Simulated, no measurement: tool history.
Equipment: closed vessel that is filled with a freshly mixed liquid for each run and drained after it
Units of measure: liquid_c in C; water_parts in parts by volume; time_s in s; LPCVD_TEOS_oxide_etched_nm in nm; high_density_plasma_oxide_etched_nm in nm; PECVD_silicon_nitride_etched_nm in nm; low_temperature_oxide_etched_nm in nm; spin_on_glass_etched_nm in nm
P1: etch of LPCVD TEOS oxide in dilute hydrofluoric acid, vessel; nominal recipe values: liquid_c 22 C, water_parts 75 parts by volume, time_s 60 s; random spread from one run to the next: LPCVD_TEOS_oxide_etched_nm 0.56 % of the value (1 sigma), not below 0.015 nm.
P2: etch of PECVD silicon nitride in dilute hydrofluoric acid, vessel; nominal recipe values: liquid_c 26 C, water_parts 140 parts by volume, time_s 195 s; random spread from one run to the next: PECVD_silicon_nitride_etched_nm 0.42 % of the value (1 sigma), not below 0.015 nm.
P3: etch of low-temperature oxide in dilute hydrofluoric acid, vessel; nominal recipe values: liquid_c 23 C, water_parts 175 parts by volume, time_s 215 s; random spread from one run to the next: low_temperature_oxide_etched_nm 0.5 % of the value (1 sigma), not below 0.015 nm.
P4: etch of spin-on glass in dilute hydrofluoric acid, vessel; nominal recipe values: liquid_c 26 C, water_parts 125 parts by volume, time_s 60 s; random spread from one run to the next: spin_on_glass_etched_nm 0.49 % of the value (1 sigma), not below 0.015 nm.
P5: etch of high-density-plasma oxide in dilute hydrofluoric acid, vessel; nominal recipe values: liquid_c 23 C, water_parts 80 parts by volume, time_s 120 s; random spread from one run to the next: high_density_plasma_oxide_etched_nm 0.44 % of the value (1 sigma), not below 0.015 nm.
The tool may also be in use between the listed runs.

run	day	process	liquid_c	water_parts	time_s	hours since the thermometer was replaced	hours since the hydrofluoric acid flow meter was replaced	LPCVD_TEOS_oxide_etched_nm	high_density_plasma_oxide_etched_nm	PECVD_silicon_nitride_etched_nm	low_temperature_oxide_etched_nm	spin_on_glass_etched_nm
1	0.583	P1	22	75	60	382.7	320.9	32.798				
2	0.925	P5	23	80	120	390.9	329.1		7.5031			
3	1.45	P1	22	75	60	403.5	341.7	32.948				
4	2.062	P1	17	75	60	418.2	356.4	26.846				
5	2.662	P1	22	75	90	432.6	370.8	49.243				
6	3.05	P1	26	135	60	441.9	380.1	19.876				
7	3.6	P2	30	140	195	455.1	393.3			11.602		
8	4.158	P1	22	75	60	468.5	406.7	32.578				
9	4.812	P5	23	115	120	484.2	422.4		5.032			
10	5.408	P3	23	175	215	498.5	436.7				11.592	
11	6.021	P2	26	30	195	513.2	451.4			41.117		
12	6.583	P3	23	315	215	526.7	464.9				5.6132	
13	7	P1	22	75	30	536.7	474.9	16.335				
14	7.592	P4	26	125	85	550.9	489.1					21.115
15	7.958	P4	21.5	125	60	559.7	497.9					12.433
16	8.417	P4	26	30	60	570.7	508.9					71.42
# day 8.442: thermometer replaced
17	8.954	P1	22	75	60	12.3	521.8	32.87				
18	9.404	P3	17	175	215	23.1	532.6				9.1836	
19	9.896	P1	25.5	75	60	34.9	544.4	37.931				
20	10.542	P2	26	140	195	50.4	559.9			8.9012		
21	11.183	P2	26	140	195	65.8	575.3			8.9247		
22	11.604	P1	22	110	60	75.9	585.4	21.469				
23	12.229	P3	23	175	415	90.9	600.4				22.207	
24	12.821	P5	23	80	35	105.1	614.6		2.215			
25	13.312	P1	22	75	60	116.9	626.4	32.385				
26	13.892	P5	27	80	120	130.8	640.3		8.7583			
27	14.412	P1	30	75	90	143.3	652.8	67.581				
28	14.712	P1	22	30	60	150.5	660	87.013				
29	15.383	P5	23	80	120	166.6	676.1		7.4841			
30	16.042	P4	26	125	60	182.4	691.9					14.935
31	16.596	P1	22	75	60	195.7	705.2	32.581				
32	17.042	P2	26	140	305	206.4	715.9			14.088		
33	17.458	P1	22	75	60	216.4	725.9	32.802				
34	17.933	P1	22	75	60	227.8	737.3	34.035				
35	18.367	P1	22	75	60	238.2	747.7	34.631				
36	18.833	P1	22	75	60	249.4	758.9	34.486				
37	19.488	P1	22	75	60	265.1	774.6	34.923				
38	20.075	P1	22	75	60	279.2	788.7	35.376				

Predict the results of run 39:
39	20.754	P1	22	75	60	295.5	805	?				

LPCVD_TEOS_oxide_etched_nm: 35.021 nm
